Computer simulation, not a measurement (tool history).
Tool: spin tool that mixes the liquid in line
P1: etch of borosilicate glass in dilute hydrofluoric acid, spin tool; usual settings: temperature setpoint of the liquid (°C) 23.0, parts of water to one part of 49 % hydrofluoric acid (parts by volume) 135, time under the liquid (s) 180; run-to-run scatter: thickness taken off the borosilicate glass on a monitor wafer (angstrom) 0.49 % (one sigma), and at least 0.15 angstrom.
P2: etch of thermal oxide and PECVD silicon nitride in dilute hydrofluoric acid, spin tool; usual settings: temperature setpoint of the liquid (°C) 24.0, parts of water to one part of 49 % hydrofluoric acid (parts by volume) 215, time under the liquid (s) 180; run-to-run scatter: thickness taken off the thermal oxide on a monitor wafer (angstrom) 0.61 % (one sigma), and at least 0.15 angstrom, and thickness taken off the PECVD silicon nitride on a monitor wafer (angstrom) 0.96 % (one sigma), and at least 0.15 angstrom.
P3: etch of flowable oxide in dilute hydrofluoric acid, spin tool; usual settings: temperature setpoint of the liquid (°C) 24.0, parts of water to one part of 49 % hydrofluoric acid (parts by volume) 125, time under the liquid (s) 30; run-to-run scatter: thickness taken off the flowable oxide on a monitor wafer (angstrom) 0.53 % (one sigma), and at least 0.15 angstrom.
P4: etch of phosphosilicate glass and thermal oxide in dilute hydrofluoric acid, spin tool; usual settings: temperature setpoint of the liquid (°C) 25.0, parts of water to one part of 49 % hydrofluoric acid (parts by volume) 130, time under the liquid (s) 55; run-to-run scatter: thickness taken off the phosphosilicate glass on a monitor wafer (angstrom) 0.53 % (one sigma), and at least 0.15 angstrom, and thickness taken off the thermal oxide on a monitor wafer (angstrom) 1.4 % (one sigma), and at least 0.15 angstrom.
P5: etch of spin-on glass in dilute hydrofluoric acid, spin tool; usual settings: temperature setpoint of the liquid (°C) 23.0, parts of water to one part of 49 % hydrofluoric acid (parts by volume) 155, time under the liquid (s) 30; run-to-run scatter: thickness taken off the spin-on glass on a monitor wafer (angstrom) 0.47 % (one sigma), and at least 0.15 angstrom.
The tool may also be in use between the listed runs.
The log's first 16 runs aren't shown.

run,day,process that ran,temperature setpoint of the liquid (°C),parts of water to one part of 49 % hydrofluoric acid (parts by volume),time under the liquid (s),hours since the thermometer was replaced,hours since the hydrofluoric acid flow meter was replaced,thickness taken off the borosilicate glass on a monitor wafer (angstrom),thickness taken off the phosphosilicate glass on a monitor wafer (angstrom),thickness taken off the thermal oxide on a monitor wafer (angstrom),thickness taken off the PECVD silicon nitride on a monitor wafer (angstrom),thickness taken off the flowable oxide on a monitor wafer (angstrom),thickness taken off the spin-on glass on a monitor wafer (angstrom)
17,4.021,P4,25.0,55,55,1112.3,1725.7,,939.63,51.2180,,,
18,4.229,P5,23.0,270,30,1117.3,1730.7,,,,,,39.358
19,4.408,P1,23.0,135,180,1121.6,1735.0,506.05,,,,,
20,4.558,P5,23.0,155,30,1125.2,1738.6,,,,,,77.354
21,4.875,P2,24.0,215,180,1132.8,1746.2,,,32.8950,23.232,,
22,5.138,P5,23.0,155,30,1139.1,1752.5,,,,,,77.106
23,5.342,P4,29.0,130,55,1144.0,1757.4,,418.02,22.0590,,,
24,5.625,P3,24.0,125,30,1150.8,1764.2,,,,,107.830,
25,5.883,P2,17.0,215,180,1157.0,1770.4,,,25.5380,14.690,,
26,6.050,P1,23.0,135,180,1161.0,1774.4,503.75,,,,,
27,6.317,P1,23.0,245,95,1167.4,1780.8,130.65,,,,,
28,6.458,P1,23.0,135,180,1170.8,1784.2,508.68,,,,,
29,6.654,P1,19.0,135,180,1175.5,1788.9,432.92,,,,,
30,6.888,P5,23.0,155,60,1181.1,1794.5,,,,,,154.590
31,7.067,P1,23.0,135,80,1185.4,1798.8,224.80,,,,,
32,7.371,P1,23.0,135,180,1192.7,1806.1,504.61,,,,,
33,7.600,P1,23.0,135,180,1198.2,1811.6,505.77,,,,,
34,7.746,P1,23.0,135,180,1201.7,1815.1,504.82,,,,,
35,7.954,P1,23.0,135,180,1206.7,1820.1,490.12,,,,,
36,8.242,P1,23.0,135,180,1213.6,1827.0,479.92,,,,,
37,8.533,P1,23.0,135,180,1220.6,1834.0,473.30,,,,,

The next listed run, before its measurement:
38,8.708,P1,23.0,135,180,1224.8,1838.2,?,,,,,

{"run 38": {"thickness taken off the borosilicate glass on a monitor wafer (angstrom)": 473.05}}
